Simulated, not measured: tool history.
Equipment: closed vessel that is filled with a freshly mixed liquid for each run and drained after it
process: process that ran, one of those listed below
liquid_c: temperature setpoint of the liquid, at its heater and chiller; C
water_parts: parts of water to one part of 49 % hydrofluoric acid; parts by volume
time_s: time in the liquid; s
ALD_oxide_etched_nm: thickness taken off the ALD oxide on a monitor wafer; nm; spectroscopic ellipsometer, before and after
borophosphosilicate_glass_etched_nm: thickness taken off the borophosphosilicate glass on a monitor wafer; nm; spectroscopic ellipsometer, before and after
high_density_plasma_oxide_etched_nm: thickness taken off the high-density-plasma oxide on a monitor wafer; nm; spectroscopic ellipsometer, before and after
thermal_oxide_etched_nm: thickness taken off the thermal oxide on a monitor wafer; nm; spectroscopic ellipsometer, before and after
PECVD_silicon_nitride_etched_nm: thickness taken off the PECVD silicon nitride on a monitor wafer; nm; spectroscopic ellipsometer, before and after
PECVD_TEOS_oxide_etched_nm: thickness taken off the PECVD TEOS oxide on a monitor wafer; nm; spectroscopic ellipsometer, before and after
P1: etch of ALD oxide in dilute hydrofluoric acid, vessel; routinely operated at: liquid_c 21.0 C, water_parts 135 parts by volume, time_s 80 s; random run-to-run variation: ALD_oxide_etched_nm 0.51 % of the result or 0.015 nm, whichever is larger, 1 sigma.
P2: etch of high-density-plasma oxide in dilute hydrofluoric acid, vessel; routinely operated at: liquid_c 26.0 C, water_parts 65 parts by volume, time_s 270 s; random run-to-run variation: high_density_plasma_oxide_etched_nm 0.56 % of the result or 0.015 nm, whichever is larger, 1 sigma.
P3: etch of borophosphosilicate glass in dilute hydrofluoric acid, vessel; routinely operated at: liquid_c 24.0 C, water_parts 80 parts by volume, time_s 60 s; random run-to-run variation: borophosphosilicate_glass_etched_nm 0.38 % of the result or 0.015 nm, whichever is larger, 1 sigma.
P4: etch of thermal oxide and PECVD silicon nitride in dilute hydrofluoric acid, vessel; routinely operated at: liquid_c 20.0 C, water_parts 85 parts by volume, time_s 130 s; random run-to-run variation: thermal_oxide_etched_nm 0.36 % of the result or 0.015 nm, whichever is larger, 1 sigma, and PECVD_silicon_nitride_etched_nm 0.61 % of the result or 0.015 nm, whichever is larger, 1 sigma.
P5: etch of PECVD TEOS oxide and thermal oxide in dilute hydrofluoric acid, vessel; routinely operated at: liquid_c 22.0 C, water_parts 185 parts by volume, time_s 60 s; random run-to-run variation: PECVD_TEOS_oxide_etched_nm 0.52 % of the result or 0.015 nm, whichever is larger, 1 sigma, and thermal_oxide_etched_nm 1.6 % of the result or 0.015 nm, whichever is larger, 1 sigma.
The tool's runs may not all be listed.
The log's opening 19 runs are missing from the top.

| run | hour | process | liquid_c | water_parts | time_s | hours since the thermometer was replaced | hours since the hydrofluoric acid flow meter was replaced | ALD_oxide_etched_nm | borophosphosilicate_glass_etched_nm | high_density_plasma_oxide_etched_nm | thermal_oxide_etched_nm | PECVD_silicon_nitride_etched_nm | PECVD_TEOS_oxide_etched_nm |
|---|---|---|---|---|---|---|---|---|---|---|---|---|---|
| 20 | 77.7 | P1 | 21.0 | 135 | 80 | 931.3 | 646.5 | 9.6699 |  |  |  |  |  |
| 21 | 79.9 | P2 | 32.5 | 65 | 270 | 933.5 | 648.7 |  |  | 30.579 |  |  |  |
| 22 | 84.0 | P1 | 21.0 | 135 | 120 | 937.6 | 652.8 | 14.4480 |  |  |  |  |  |
| 23 | 86.9 | P1 | 21.0 | 55 | 80 | 940.5 | 655.7 | 26.0510 |  |  |  |  |  |
| 24 | 89.3 | P1 | 21.0 | 25 | 115 | 942.9 | 658.1 | 85.2750 |  |  |  |  |  |
| 25 | 94.1 | P2 | 26.0 | 65 | 270 | 947.7 | 662.9 |  |  | 23.731 |  |  |  |
| 26 | 98.8 | P1 | 21.0 | 135 | 80 | 952.4 | 667.6 | 9.6528 |  |  |  |  |  |
| 27 | 102.5 | P3 | 24.0 | 80 | 60 | 956.1 | 671.3 |  | 27.040 |  |  |  |  |
|  | 104.0 | hydrofluoric acid flow meter replaced |
| 28 | 106.7 | P4 | 28.0 | 85 | 130 | 960.3 | 2.8 |  |  |  | 8.6493 | 7.4039 |  |
| 29 | 110.9 | P1 | 21.0 | 135 | 80 | 964.5 | 7.0 | 9.6666 |  |  |  |  |  |
| 30 | 115.1 | P3 | 24.0 | 145 | 60 | 968.7 | 11.2 |  | 13.832 |  |  |  |  |
| 31 | 119.9 | P3 | 24.0 | 80 | 30 | 973.5 | 16.0 |  | 13.708 |  |  |  |  |
| 32 | 124.7 | P1 | 21.0 | 135 | 80 | 978.3 | 20.8 | 9.6761 |  |  |  |  |  |
| 33 | 128.5 | P1 | 21.0 | 135 | 80 | 982.1 | 24.6 | 10.0180 |  |  |  |  |  |
| 34 | 131.5 | P1 | 21.0 | 135 | 80 | 985.1 | 27.6 | 10.1660 |  |  |  |  |  |
| 35 | 133.8 | P1 | 21.0 | 135 | 80 | 987.4 | 29.9 | 10.1410 |  |  |  |  |  |
| 36 | 137.6 | P1 | 21.0 | 135 | 80 | 991.2 | 33.7 | 10.3100 |  |  |  |  |  |
| 37 | 141.7 | P1 | 21.0 | 135 | 80 | 995.3 | 37.8 | 10.5220 |  |  |  |  |  |
| 38 | 146.7 | P1 | 21.0 | 135 | 80 | 1000.3 | 42.8 | 10.4500 |  |  |  |  |  |
| 39 | 151.0 | P1 | 21.0 | 135 | 80 | 1004.6 | 47.1 | 10.4510 |  |  |  |  |  |
| 40 | 155.3 | P1 | 21.0 | 135 | 80 | 1008.9 | 51.4 | 10.5660 |  |  |  |  |  |
| 41 | 160.2 | P1 | 21.0 | 135 | 80 | 1013.8 | 56.3 | 10.5970 |  |  |  |  |  |
| 42 | 165.2 | P1 | 21.0 | 135 | 80 | 1018.8 | 61.3 | 10.6040 |  |  |  |  |  |

The next listed run, before its measurement:
| 43 | 169.7 | P1 | 21.0 | 135 | 80 | 1023.3 | 65.8 | ? |  |  |  |  |  |

Run 43 measured ALD_oxide_etched_nm 10.6910 nm.
